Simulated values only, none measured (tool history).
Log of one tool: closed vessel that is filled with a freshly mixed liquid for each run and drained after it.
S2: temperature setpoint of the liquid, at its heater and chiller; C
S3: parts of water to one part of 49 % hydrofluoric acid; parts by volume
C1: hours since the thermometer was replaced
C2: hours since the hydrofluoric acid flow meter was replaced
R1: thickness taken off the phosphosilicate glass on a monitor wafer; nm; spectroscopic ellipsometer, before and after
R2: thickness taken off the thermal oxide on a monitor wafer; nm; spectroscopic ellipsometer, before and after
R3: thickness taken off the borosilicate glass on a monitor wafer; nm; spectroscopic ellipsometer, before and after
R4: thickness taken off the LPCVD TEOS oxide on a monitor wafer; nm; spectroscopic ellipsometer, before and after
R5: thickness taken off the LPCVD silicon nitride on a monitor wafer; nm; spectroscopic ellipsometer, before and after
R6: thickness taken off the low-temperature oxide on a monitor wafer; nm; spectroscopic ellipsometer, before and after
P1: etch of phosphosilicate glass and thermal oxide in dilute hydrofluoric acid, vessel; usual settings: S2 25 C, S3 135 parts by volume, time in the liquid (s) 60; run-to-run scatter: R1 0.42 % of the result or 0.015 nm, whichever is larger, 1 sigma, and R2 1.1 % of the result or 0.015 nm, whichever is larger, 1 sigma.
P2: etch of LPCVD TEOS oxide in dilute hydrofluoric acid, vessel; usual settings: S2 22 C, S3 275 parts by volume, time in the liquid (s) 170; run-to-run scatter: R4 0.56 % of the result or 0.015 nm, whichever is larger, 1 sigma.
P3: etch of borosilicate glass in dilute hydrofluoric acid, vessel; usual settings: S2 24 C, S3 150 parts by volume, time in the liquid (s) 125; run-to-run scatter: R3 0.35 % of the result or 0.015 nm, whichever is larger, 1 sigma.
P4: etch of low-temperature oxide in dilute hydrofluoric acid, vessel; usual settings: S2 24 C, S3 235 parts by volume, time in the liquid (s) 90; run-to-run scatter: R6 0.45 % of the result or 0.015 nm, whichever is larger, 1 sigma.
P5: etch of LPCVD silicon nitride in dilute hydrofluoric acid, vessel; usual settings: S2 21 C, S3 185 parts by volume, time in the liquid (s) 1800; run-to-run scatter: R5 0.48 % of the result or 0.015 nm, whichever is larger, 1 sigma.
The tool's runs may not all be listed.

Run 1, hour 12.1: process that ran P1, S2 25 C, S3 135 parts by volume, time in the liquid (s) 60; C1 1382.3; C2 1821.3. Result: R1 36.211 nm, R2 2.0051 nm.
Run 2, hour 25.4: process that ran P3, S2 24 C, S3 260 parts by volume, time in the liquid (s) 125; C1 1395.6; C2 1834.6. Result: R3 11.819 nm.
Run 3, hour 33.8: process that ran P3, S2 24 C, S3 150 parts by volume, time in the liquid (s) 125; C1 1404; C2 1843. Result: R3 23.099 nm.
Run 4, hour 43: process that ran P1, S2 30 C, S3 135 parts by volume, time in the liquid (s) 60; C1 1413.2; C2 1852.2. Result: R1 43.562 nm, R2 2.5006 nm.
Run 5, hour 51.7: process that ran P2, S2 22 C, S3 275 parts by volume, time in the liquid (s) 170; C1 1421.9; C2 1860.9. Result: R4 26.58 nm.
Run 6, hour 65.2: process that ran P2, S2 22 C, S3 410 parts by volume, time in the liquid (s) 170; C1 1435.4; C2 1874.4. Result: R4 15.715 nm.
Run 7, hour 77.5: process that ran P5, S2 21 C, S3 185 parts by volume, time in the liquid (s) 1800; C1 1447.7; C2 1886.7. Result: R5 4.1737 nm.
Run 8, hour 85.6: process that ran P1, S2 17 C, S3 135 parts by volume, time in the liquid (s) 60; C1 1455.8; C2 1894.8. Result: R1 26.428 nm, R2 1.5049 nm.
Run 9, hour 93: process that ran P2, S2 22 C, S3 275 parts by volume, time in the liquid (s) 30; C1 1463.2; C2 1902.2. Result: R4 4.7004 nm.
Run 10, hour 106.6: process that ran P1, S2 25 C, S3 135 parts by volume, time in the liquid (s) 95; C1 1476.8; C2 1915.8. Result: R1 57.433 nm, R2 3.3477 nm.
Run 11, hour 120.9: process that ran P4, S2 24 C, S3 235 parts by volume, time in the liquid (s) 90; C1 1491.1; C2 1930.1. Result: R6 9.5914 nm.
Run 12, hour 127.7: process that ran P3, S2 24 C, S3 150 parts by volume, time in the liquid (s) 230; C1 1497.9; C2 1936.9. Result: R3 42.5 nm.
Run 13, hour 138.9: process that ran P1, S2 25 C, S3 220 parts by volume, time in the liquid (s) 60; C1 1509.1; C2 1948.1. Result: R1 20.299 nm, R2 1.1757 nm.
At hour 144.5: hydrofluoric acid flow meter replaced.
Run 14, hour 149.5: process that ran P1, S2 25 C, S3 75 parts by volume, time in the liquid (s) 60; C1 1519.7; C2 5.1. Result: R1 70.439 nm, R2 3.9842 nm.
Run 15, hour 161.3: process that ran P4, S2 24 C, S3 80 parts by volume, time in the liquid (s) 90; C1 1531.5; C2 16.9. Result: R6 34.004 nm.
Run 16, hour 169.4: process that ran P2, S2 17 C, S3 275 parts by volume, time in the liquid (s) 170; C1 1539.6; C2 25. Result: R4 22.243 nm.
Run 17, hour 182.5: process that ran P3, S2 19 C, S3 150 parts by volume, time in the liquid (s) 125; C1 1552.7; C2 38.1. Result: R3 18.817 nm.
Run 18, hour 192.6: process that ran P1, S2 20 C, S3 135 parts by volume, time in the liquid (s) 105; C1 1562.8; C2 48.2. Result: R1 52.538 nm, R2 3.0022 nm.
Run 19, hour 206.5: process that ran P5, S2 21 C, S3 185 parts by volume, time in the liquid (s) 2610; C1 1576.7; C2 62.1. Result: R5 6.0388 nm.
Run 20, hour 219: process that ran P2, S2 22 C, S3 275 parts by volume, time in the liquid (s) 170; C1 1589.2; C2 74.6. Result: R4 26.589 nm.
Run 21, hour 232.2: process that ran P5, S2 21 C, S3 185 parts by volume, time in the liquid (s) 1800; C1 1602.4; C2 87.8. Result: R5 4.1695 nm.
Run 22, hour 239.6: process that ran P1, S2 25 C, S3 135 parts by volume, time in the liquid (s) 30; C1 1609.8; C2 95.2. Result: R1 18.267 nm, R2 1.0478 nm.
Run 23, hour 252.7: process that ran P4, S2 24 C, S3 235 parts by volume, time in the liquid (s) 50; C1 1622.9; C2 108.3. Result: R6 5.4221 nm.
Run 24, hour 259.4: process that ran P1, S2 25 C, S3 135 parts by volume, time in the liquid (s) 60; C1 1629.6; C2 115. Result: R1 36.391 nm, R2 2.1037 nm.
Run 25, hour 271.1: process that ran P1, S2 25 C, S3 135 parts by volume, time in the liquid (s) 60; C1 1641.3; C2 126.7. Result: R1 35.972 nm, R2 2.0666 nm.
Run 26, hour 286.1: process that ran P4, S2 24 C, S3 235 parts by volume, time in the liquid (s) 90; C1 1656.3; C2 141.7. Result: R6 9.6879 nm.
Run 27, hour 295.1: process that ran P1, S2 30.5 C, S3 55 parts by volume, time in the liquid (s) 60; C1 1665.3; C2 150.7. Result: R1 123.31 nm, R2 7.0684 nm.
Run 28, hour 302.7: process that ran P1, S2 25 C, S3 135 parts by volume, time in the liquid (s) 60; C1 1672.9; C2 158.3. Result: R1 36.172 nm, R2 2.0661 nm.
Run 29, hour 310.9: process that ran P1, S2 25 C, S3 135 parts by volume, time in the liquid (s) 60; C1 1681.1; C2 166.5. Result: R1 36.49 nm, R2 2.0991 nm.
Run 30, hour 321.1: process that ran P4, S2 18 C, S3 235 parts by volume, time in the liquid (s) 90; C1 1691.3; C2 176.7. Result: R6 7.6923 nm.
Run 31, hour 331.4: process that ran P5, S2 21 C, S3 325 parts by volume, time in the liquid (s) 1800; C1 1701.6; C2 187. Result: R5 2.3826 nm.
Run 32, hour 343.1: process that ran P5, S2 29.5 C, S3 185 parts by volume, time in the liquid (s) 1800; C1 1713.3; C2 198.7. Result: R5 7.1089 nm.
Run 33, hour 353.5: process that ran P1, S2 25 C, S3 135 parts by volume, time in the liquid (s) 60; C1 1723.7; C2 209.1. Result: R1 36.289 nm, R2 2.0756 nm.
Run 34, hour 364.2: process that ran P1, S2 25 C, S3 135 parts by volume, time in the liquid (s) 60; C1 1734.4; C2 219.8. Result: R1 37.274 nm, R2 2.1214 nm.
Run 35, hour 378.5: process that ran P1, S2 25 C, S3 135 parts by volume, time in the liquid (s) 60; C1 1748.7; C2 234.1. Result: R1 37.95 nm, R2 2.199 nm.
Run 36, hour 391.9: process that ran P1, S2 25 C, S3 135 parts by volume, time in the liquid (s) 60; C1 1762.1; C2 247.5. Result: R1 38.37 nm, R2 2.2197 nm.
Run 37, hour 404: process that ran P1, S2 25 C, S3 135 parts by volume, time in the liquid (s) 60; C1 1774.2; C2 259.6. Result: R1 38.482 nm, R2 2.1913 nm.
Run 38, hour 418.6: process that ran P1, S2 25 C, S3 135 parts by volume, time in the liquid (s) 60; C1 1788.8; C2 274.2. Result: R1 38.64 nm, R2 2.1701 nm.
Run 39, hour 425.8: process that ran P1, S2 25 C, S3 135 parts by volume, time in the liquid (s) 60; C1 1796; C2 281.4. Result: R1 38.855 nm, R2 2.2541 nm.
Run 40, hour 437.1: process that ran P1, S2 25 C, S3 135 parts by volume, time in the liquid (s) 60; C1 1807.3; C2 292.7. Result: R1 38.679 nm, R2 2.2681 nm.

What P1 gives has crept away from where it was. These 2 causes fit the log equally well, each at the size given:
A: liquid hotter than its thermometer reads (K) = 1.7
B: hydrofluoric acid flow above the setpoint (%) = 5.71
The creep began at about hour 353.5.

4 check runs are offered, one wafer each, their results left as question marks. Which one tells the causes apart?
Run check 1, hour 448.4: process that ran P4, S2 24 C, S3 235 parts by volume, time in the liquid (s) 90. Result: R6 ?.
Run check 2, hour 448.4: process that ran P5, S2 21 C, S3 185 parts by volume, time in the liquid (s) 1800. Result: R5 ?.
Run check 3, hour 448.4: process that ran P2, S2 22 C, S3 275 parts by volume, time in the liquid (s) 170. Result: R4 ?.
Run check 4, hour 448.4: process that ran P3, S2 24 C, S3 150 parts by volume, time in the liquid (s) 125. Result: R3 ?.

What each check would give under each cause:
  check  result    if A    if B
check 1      R6  10.283  10.365
check 2      R5  4.6612  4.4071
check 3      R4  28.282  28.537
check 4      R3  24.506  24.516
How far apart the two closest causes lie, in the result that separates them most: check 1 0.79 %; check 2 5.61 %; check 3 0.9 %; check 4 0.04 %
Check 2 tells the causes apart: in the others they would give nearly the same result.

Check 2 was then run and gave: R5 4.6324 nm. Which cause is it?

It is A: liquid hotter than its thermometer reads (K).

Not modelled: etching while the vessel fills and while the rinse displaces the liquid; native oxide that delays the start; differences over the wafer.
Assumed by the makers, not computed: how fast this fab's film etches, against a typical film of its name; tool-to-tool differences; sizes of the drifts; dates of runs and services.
